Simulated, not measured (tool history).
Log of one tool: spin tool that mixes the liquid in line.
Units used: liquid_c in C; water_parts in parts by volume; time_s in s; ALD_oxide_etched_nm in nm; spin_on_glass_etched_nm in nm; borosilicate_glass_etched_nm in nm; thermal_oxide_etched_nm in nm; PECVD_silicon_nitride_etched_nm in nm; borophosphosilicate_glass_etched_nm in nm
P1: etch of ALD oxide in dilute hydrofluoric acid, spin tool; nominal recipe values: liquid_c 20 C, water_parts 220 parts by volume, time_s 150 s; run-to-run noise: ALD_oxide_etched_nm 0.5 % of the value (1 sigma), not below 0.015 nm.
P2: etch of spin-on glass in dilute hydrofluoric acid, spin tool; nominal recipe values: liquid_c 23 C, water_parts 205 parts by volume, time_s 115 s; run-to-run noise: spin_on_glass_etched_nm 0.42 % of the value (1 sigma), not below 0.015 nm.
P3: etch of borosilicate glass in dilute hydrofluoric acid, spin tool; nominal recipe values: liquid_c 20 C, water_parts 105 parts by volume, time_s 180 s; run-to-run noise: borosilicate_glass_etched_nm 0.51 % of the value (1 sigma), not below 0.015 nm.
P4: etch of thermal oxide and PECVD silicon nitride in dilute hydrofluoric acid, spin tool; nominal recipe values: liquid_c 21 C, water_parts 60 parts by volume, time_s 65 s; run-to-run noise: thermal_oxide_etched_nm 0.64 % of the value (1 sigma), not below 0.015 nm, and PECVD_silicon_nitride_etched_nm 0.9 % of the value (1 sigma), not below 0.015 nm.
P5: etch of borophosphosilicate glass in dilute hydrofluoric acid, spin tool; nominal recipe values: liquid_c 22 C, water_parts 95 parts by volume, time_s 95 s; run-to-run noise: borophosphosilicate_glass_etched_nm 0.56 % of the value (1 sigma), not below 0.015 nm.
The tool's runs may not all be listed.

run   hour  process  liquid_c  water_parts  time_s  hours since the thermometer was replaced  hours since the hydrofluoric acid flow meter was replaced  ALD_oxide_etched_nm  spin_on_glass_etched_nm  borosilicate_glass_etched_nm  thermal_oxide_etched_nm  PECVD_silicon_nitride_etched_nm  borophosphosilicate_glass_etched_nm
  1    7.7       P1        20          220     150                                     412.4                                                     1864.4              8.31840
  2   13.7       P2        23          205      15                                     418.4                                                     1870.4                                        2.2676
  3   21.7       P3        20           30     180                                     426.4                                                     1878.4                                                                     122.660
  4   27.0       P2        17          205     115                                     431.7                                                     1883.7                                       13.6170
  5   33.7       P4        21          100      65                                     438.4                                                     1890.4                                                                                               2.6907                          1.52780
  6   39.8       P4        21           60      65                                     444.5                                                     1896.5                                                                                               4.6599                          2.51020
  7   47.2       P3        20          105     180                                     451.9                                                     1903.9                                                                      32.118
  8   57.5       P3        20          105     335                                     462.2                                                     1914.2                                                                      59.183
  9   66.3       P1        20          220     150                                     471.0                                                     1923.0              8.26280
 10   73.1       P1        20          220     270                                     477.8                                                     1929.8             14.98600
 11   79.4       P1        17          220     150                                     484.1                                                     1936.1              7.34890
 12   84.9       P5        22           95     145                                     489.6                                                     1941.6                                                                                                                                                                     80.584
 13   89.7       P2        23          205     115                                     494.4                                                     1946.4                                       17.1030
 14  100.4       P1        20          220     150                                     505.1                                                     1957.1              8.27930
 15  109.2       P1        20          220     150                                     513.9                                                     1965.9              8.36110
 16  116.0       P1        28          220     150                                     520.7                                                     1972.7             11.13300
     119.3  -- thermometer replaced
 17  121.7       P1        20          220     150                                       2.4                                                     1978.4              8.26860
 18  126.4       P1        20          330     150                                       7.1                                                     1983.1              5.00140
 19  133.7       P1        20          220      15                                      14.4                                                     1990.4              0.81711
 20  138.6       P4        21           60      20                                      19.3                                                     1995.3                                                                                               1.4488                          0.75255
 21  147.9       P5        22           95      95                                      28.6                                                     2004.6                                                                                                                                                                     52.601
 22  153.6       P1        20          220     150                                      34.3                                                     2010.3              8.32890
 23  160.9       P5        22           95      95                                      41.6                                                     2017.6                                                                                                                                                                     52.686
 24  171.5       P1        20          105     150                                      52.2                                                     2028.2             19.49500
 25  176.3       P2        23          365     115                                      57.0                                                     2033.0                                        8.3381
 26  181.7       P3        28          105     180                                      62.4                                                     2038.4                                                                      43.866
 27  188.5       P4        28           60      65                                      69.2                                                     2045.2                                                                                               6.2749                          3.91710
 28  193.3       P5        22          160      95                                      74.0                                                     2050.0                                                                                                                                                                     28.885
 29  201.8       P5        17           95      95                                      82.5                                                     2058.5                                                                                                                                                                     42.738
 30  207.8       P2        23          205     115                                      88.5                                                     2064.5                                       17.0010
 31  218.4       P1        25          220     265                                      99.1                                                     2075.1             17.60800
 32  223.4       P1        20          220     150                                     104.1                                                     2080.1              8.20860
 33  230.7       P1        20          220     150                                     111.4                                                     2087.4              8.05870
 34  240.1       P1        20          220     150                                     120.8                                                     2096.8              7.90090
 35  247.2       P1        20          220     150                                     127.9                                                     2103.9              7.81780
 36  256.9       P1        20          220     150                                     137.6                                                     2113.6              7.73360
 37  264.9       P1        20          220     150                                     145.6                                                     2121.6              7.65280
 38  270.7       P1        20          220     150                                     151.4                                                     2127.4              7.64300
 39  277.0       P1        20          220     150                                     157.7                                                     2133.7              7.56460
 40  281.7       P1        20          220     150                                     162.4                                                     2138.4              7.58040
 41  290.2       P1        20          220     150                                     170.9                                                     2146.9              7.61560
 42  295.6       P1        20          220     150                                     176.3                                                     2152.3              7.53160
 43  303.4       P1        20          220     150                                     184.1                                                     2160.1              7.59430

What P1 gives has crept off from where it sat before. The 2 causes that follow fit the log equally well, each at the size noted:
A: hydrofluoric acid flow below the setpoint (%) = 6.87
B: liquid colder than its thermometer reads (K) = 2.25
The drift started at roughly hour 223.4.

You are offered 4 check runs, listed below with question marks in place of their results; each one averages 2 wafers. Which run separates the listed causes by giving clearly different results for each?
check 1  311.2       P3      27.5          105     180                                                                                                                                                                                ?
check 2  311.2       P5      22.0          155     125                                                                                                                                                                                                                                                                               ?
check 3  311.2       P4      25.0          100      65                                                                                                                                                                                                         ?                                ?
check 4  311.2       P2      23.0          205      20                                                                                                                                                  ?

How each check would come out, cause by cause:
  check                               result     if A     if B
check 1         borosilicate_glass_etched_nm   39.611   39.395
check 2  borophosphosilicate_glass_etched_nm   36.522   36.338
check 3              thermal_oxide_etched_nm   2.9328   2.9071
check 3      PECVD_silicon_nitride_etched_nm  1.84130  1.70330
check 4              spin_on_glass_etched_nm   2.7354   2.7408
How far apart the two closest causes lie, in the result that separates them most: check 1 0.55 %; check 2 0.5 %; check 3 7.79 %; check 4 0.2 %
Check 3 distinguishes between the causes, while the remaining checks would return nearly the same result for all of them.

Check 3 was then run and gave: thermal_oxide_etched_nm 2.9225 nm; PECVD_silicon_nitride_etched_nm 1.81410 nm. Which cause is it?

It is A: hydrofluoric acid flow below the setpoint (%).
